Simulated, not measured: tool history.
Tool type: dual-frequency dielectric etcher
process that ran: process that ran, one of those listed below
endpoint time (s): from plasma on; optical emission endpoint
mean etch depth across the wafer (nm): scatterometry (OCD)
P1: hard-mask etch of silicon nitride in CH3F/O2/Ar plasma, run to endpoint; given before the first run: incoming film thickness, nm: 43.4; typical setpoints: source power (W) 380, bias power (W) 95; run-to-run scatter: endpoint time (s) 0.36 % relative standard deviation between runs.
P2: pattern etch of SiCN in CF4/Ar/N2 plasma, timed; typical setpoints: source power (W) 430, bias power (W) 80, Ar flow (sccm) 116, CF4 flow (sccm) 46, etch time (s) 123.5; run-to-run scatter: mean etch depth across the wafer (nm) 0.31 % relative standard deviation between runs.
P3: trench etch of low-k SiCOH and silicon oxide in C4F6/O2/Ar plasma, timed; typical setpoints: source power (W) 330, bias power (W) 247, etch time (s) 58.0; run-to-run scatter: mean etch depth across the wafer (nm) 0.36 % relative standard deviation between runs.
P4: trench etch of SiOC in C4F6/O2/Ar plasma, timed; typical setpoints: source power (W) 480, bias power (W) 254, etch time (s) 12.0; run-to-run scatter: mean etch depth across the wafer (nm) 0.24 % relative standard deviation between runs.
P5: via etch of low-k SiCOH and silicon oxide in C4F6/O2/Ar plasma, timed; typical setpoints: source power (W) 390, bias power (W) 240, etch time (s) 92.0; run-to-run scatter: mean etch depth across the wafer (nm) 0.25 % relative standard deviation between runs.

run	hour	process that ran	source power (W)	bias power (W)	Ar flow (sccm)	CF4 flow (sccm)	etch time (s)	hours since the last wet clean	hours since the last source power generator calibration	hours since the last bias power generator calibration	endpoint time (s)	mean etch depth across the wafer (nm)
1	14.3	P1	380	95				244.4	3607.4	1451.7	57.358	
2	26.1	P2	430	80	116	46	123.5	256.2	3619.2	1463.5		95.730
3	36.0	P3	330	157			58.0	266.1	3629.1	1473.4		168.680
4	45.3	P2	430	48	116	46	123.5	275.4	3638.4	1482.7		78.688
5	54.5	P1	460	120				284.6	3647.6	1491.9	48.728	
6	63.9	P4	290	254			12.0	294.0	3657.0	1501.3		25.523
7	74.3	P3	330	247			77.5	304.4	3667.4	1511.7		261.270
8	87.0	P1	260	95				317.1	3680.1	1524.4	66.028	
9	98.9	P5	390	240			50.5	329.0	3692.0	1536.3		153.290
10	107.2	P2	430	80	116	28	123.5	337.3	3700.3	1544.6		87.766
11	124.0	P2	430	80	165	46	123.5	354.1	3717.1	1561.4		90.235
12	134.1	P3	330	247			58.0	364.2	3727.2	1571.5		195.470
13	146.2	P2	430	80	116	46	90.0	376.3	3739.3	1583.6		69.402
# hour 147.3: bias power generator calibrated
14	159.7	P1	540	70				389.8	3752.8	12.4	55.793	
15	178.2	P5	390	166			92.0	408.3	3771.3	30.9		249.390
16	190.2	P1	380	77				420.3	3783.3	42.9	61.982	
17	206.5	P1	450	126				436.6	3799.6	59.2	48.586	
18	218.7	P1	380	95				448.8	3811.8	71.4	57.122	
19	234.6	P1	380	95				464.7	3827.7	87.3	57.531	
# hour 241.0: source power generator calibrated
20	246.1	P3	260	247			58.0	476.2	5.2	98.8		178.930
21	261.2	P4	480	254			9.0	491.3	20.3	113.9		23.167
22	269.9	P4	480	187			12.0	500.0	29.0	122.6		28.003
23	279.3	P1	520	95				509.4	38.4	132.0	50.954	
24	288.9	P1	380	126				519.0	48.0	141.6	51.740	
25	303.4	P5	320	240			92.0	533.5	62.5	156.1		259.680
26	313.1	P5	390	240			92.0	543.2	72.2	165.8		280.330
27	322.2	P2	280	80	116	46	123.5	552.3	81.3	174.9		66.241
28	338.1	P1	380	95				568.2	97.2	190.8	57.247	
29	351.3	P3	330	247			58.0	581.4	110.4	204.0		194.450
30	366.9	P4	480	254			12.0	597.0	126.0	219.6		30.830
31	385.1	P1	380	95				615.2	144.2	237.8	57.588	
32	395.5	P1	380	95				625.6	154.6	248.2	57.583	
33	404.6	P1	380	95				634.7	163.7	257.3	57.853	
34	419.7	P1	380	95				649.8	178.8	272.4	58.246	
35	438.3	P1	380	95				668.4	197.4	291.0	57.882	
36	453.9	P1	380	95				684.0	213.0	306.6	58.545	
# hour 466.5: wet clean of the chamber
37	467.1	P1	380	95				0.7	226.2	319.8	58.268	
38	476.9	P1	380	95				10.5	236.0	329.6	58.265	
39	489.9	P1	380	95				23.5	249.0	342.6	58.222	
40	507.2	P1	380	95				40.8	266.3	359.9	58.134	

P1 has crept away from where it was. The log is fitted equally well by each of these 2 causes, at the sizes shown:
A: bias power that arrives under what is set, % = 4.78
B: source power that arrives under what is set, % = 4.66
The drift started at roughly hour 385.1.
The rest of the possible causes, and what rules out each one:
chamber walls in a state that lowers the etch rate, %: serviced at hour 466.5, after the change had begun; the process did not return to its earlier output

Which of the 4 check runs listed below separates the causes, so that each cause would produce a clearly different result? Each run uses one wafer, and its results are marked with question marks.
check 1	524.5	P2	430	80	116	46	123.5					?
check 2	524.5	P4	480	254			12.0					?
check 3	524.5	P3	330	247			58.0					?
check 4	524.5	P5	390	240			92.0					?

Outcome of each check run for each possible cause:
check	result	if A	if B
check 1	mean etch depth across the wafer (nm)	93.604	91.536
check 2	mean etch depth across the wafer (nm)	30.342	30.284
check 3	mean etch depth across the wafer (nm)	191.910	191.610
check 4	mean etch depth across the wafer (nm)	275.730	275.200
Per-check spread between the two closest causes, in the result where they differ most: check 1 2.23 %; check 2 0.19 %; check 3 0.15 %; check 4 0.19 %
Only in check 1 would the causes give clearly different results; in the remaining checks their results would be nearly the same.

Here is what check 1 returned: mean etch depth across the wafer (nm) 91.383. Which cause is it?

Of the candidate causes, it is B: source power that arrives under what is set, %.
